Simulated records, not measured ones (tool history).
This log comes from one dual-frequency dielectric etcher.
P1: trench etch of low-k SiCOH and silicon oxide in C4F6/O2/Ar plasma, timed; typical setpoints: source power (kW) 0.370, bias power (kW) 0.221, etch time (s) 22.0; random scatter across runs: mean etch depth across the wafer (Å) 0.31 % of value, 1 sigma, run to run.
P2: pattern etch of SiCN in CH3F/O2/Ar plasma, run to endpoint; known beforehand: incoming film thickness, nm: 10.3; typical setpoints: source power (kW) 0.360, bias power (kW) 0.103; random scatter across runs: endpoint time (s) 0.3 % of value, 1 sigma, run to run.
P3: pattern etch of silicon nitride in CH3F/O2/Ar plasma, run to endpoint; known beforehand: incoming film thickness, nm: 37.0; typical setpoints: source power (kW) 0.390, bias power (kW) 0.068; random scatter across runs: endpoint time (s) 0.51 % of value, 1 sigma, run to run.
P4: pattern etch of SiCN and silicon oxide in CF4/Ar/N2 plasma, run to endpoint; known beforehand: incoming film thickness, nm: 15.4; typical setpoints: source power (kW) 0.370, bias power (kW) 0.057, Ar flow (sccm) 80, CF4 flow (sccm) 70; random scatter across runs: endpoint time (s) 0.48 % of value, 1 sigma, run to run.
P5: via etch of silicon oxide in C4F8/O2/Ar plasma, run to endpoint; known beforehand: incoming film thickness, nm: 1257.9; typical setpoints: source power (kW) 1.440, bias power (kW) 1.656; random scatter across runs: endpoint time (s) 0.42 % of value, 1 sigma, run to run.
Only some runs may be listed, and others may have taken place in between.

run,day,process that ran,source power (kW),bias power (kW),etch time (s),Ar flow (sccm),CF4 flow (sccm),hours since the last wet clean,hours since the last source power generator calibration,hours since the last bias power generator calibration,mean etch depth across the wafer (Å),endpoint time (s)
1,0.329,P1,0.370,0.221,22.0,,,381.0,1596.5,2010.5,720.32,
2,0.829,P3,0.230,0.068,,,,393.0,1608.5,2022.5,,65.617
3,1.154,P3,0.390,0.041,,,,400.8,1616.3,2030.3,,63.485
4,1.479,P1,0.370,0.221,22.0,,,408.6,1624.1,2038.1,725.13,
5,1.771,P4,0.470,0.057,,80,70,415.6,1631.1,2045.1,,17.848
6,2.171,P3,0.390,0.068,,,,425.2,1640.7,2054.7,,53.838
7,2.554,P1,0.370,0.221,12.5,,,434.4,1649.9,2063.9,412.08,
8,2.988,P1,0.370,0.221,22.0,,,444.8,1660.3,2074.3,723.23,
9,3.421,P1,0.370,0.221,22.0,,,455.2,1670.7,2084.7,724.56,
10,3.838,P5,1.440,1.656,,,,465.2,1680.7,2094.7,,295.940
11,4.304,P1,0.370,0.178,22.0,,,476.4,1691.9,2105.9,675.08,
12,4.800,P4,0.370,0.034,,80,70,488.3,1703.8,2117.8,,25.806
13,5.158,P2,0.210,0.103,,,,496.9,1712.4,2126.4,,30.112
14,5.662,P1,0.280,0.221,22.0,,,509.0,1724.5,2138.5,650.87,
15,6.225,P3,0.390,0.068,,,,522.5,1738.0,2152.0,,53.920
16,6.608,P4,0.370,0.057,,80,70,531.7,1747.2,2161.2,,22.002
17,7.183,P4,0.370,0.057,,62,70,545.5,1761.0,2175.0,,21.373
18,7.458,P1,0.440,0.221,22.0,,,552.1,1767.6,2181.6,772.58,
19,7.875,P1,0.370,0.221,27.5,,,562.1,1777.6,2191.6,907.57,
20,8.183,P5,1.440,2.244,,,,569.5,1785.0,2199.0,,270.290
21,8.704,P2,0.360,0.076,,,,582.0,1797.5,2211.5,,27.839
22,9.054,P2,0.360,0.103,,,,590.4,1805.9,2219.9,,24.794
23,9.396,P5,1.440,1.656,,,,598.6,1814.1,2228.1,,296.780
24,9.762,P1,0.370,0.140,28.5,,,607.4,1822.9,2236.9,810.56,
25,10.242,P1,0.370,0.285,22.0,,,618.9,1834.4,2248.4,789.81,
26,10.604,P1,0.370,0.221,22.0,,,627.6,1843.1,2257.1,723.29,
27,10.938,P1,0.230,0.261,22.0,,,635.6,1851.1,2265.1,637.27,
28,11.438,P4,0.370,0.057,,80,90,647.6,1863.1,2277.1,,21.370
29,11.696,P5,0.960,1.656,,,,653.8,1869.3,2283.3,,349.900
30,12.012,P1,0.370,0.221,22.0,,,661.4,1876.9,2290.9,723.28,
31,12.367,P1,0.370,0.221,22.0,,,669.9,1885.4,2299.4,724.31,
32,12.746,P1,0.370,0.221,22.0,,,679.0,1894.5,2308.5,712.67,
33,13.225,P1,0.370,0.221,22.0,,,690.5,1906.0,2320.0,710.31,
# day 13.446: wet clean of the chamber
34,13.571,P1,0.370,0.221,22.0,,,3.0,1914.3,2328.3,711.32,
35,14.138,P1,0.370,0.221,22.0,,,16.6,1927.9,2341.9,713.36,
36,14.612,P1,0.370,0.221,22.0,,,28.0,1939.3,2353.3,711.37,

P1 has crept away from where it was. The log is fitted equally well by each of these 2 causes, at the sizes shown:
A: bias power that arrives under what is set, % = 4.52
B: source power that arrives under what is set, % = 3.9
The process output started creeping at around day 12.012.
Every other cause this tool's parts could produce, and why it does not fit the log:
chamber walls in a state that lowers the etch rate, %: work on it at day 13.446, done after the drift set in, did not restore what the process gave before

Which of the 4 check runs listed below, each an average over 3 wafers with its results shown as question marks, gives clearly different results under the different listed causes?
check 1,15.088,P4,0.370,0.057,,80,90,,,,,?
check 2,15.088,P5,1.090,1.656,,,,,,,,?
check 3,15.088,P3,0.280,0.068,,,,,,,,?
check 4,15.088,P2,0.250,0.103,,,,,,,,?

Predicted outcomes, by check and by cause:
check,result,if A,if B
check 1,endpoint time (s),21.580,22.052
check 2,endpoint time (s),335.490,336.370
check 3,endpoint time (s),62.149,62.087
check 4,endpoint time (s),28.799,28.701
Per-check spread between the two closest causes, in the result where they differ most: check 1 2.16 %; check 2 0.26 %; check 3 0.1 %; check 4 0.34 %
The other checks would show nearly matching results whichever cause is true, so check 1 is the only one that separates the causes.

Here is what check 1 returned: endpoint time (s) 22.056. Which cause is it?

B is the cause: source power that arrives under what is set, %.

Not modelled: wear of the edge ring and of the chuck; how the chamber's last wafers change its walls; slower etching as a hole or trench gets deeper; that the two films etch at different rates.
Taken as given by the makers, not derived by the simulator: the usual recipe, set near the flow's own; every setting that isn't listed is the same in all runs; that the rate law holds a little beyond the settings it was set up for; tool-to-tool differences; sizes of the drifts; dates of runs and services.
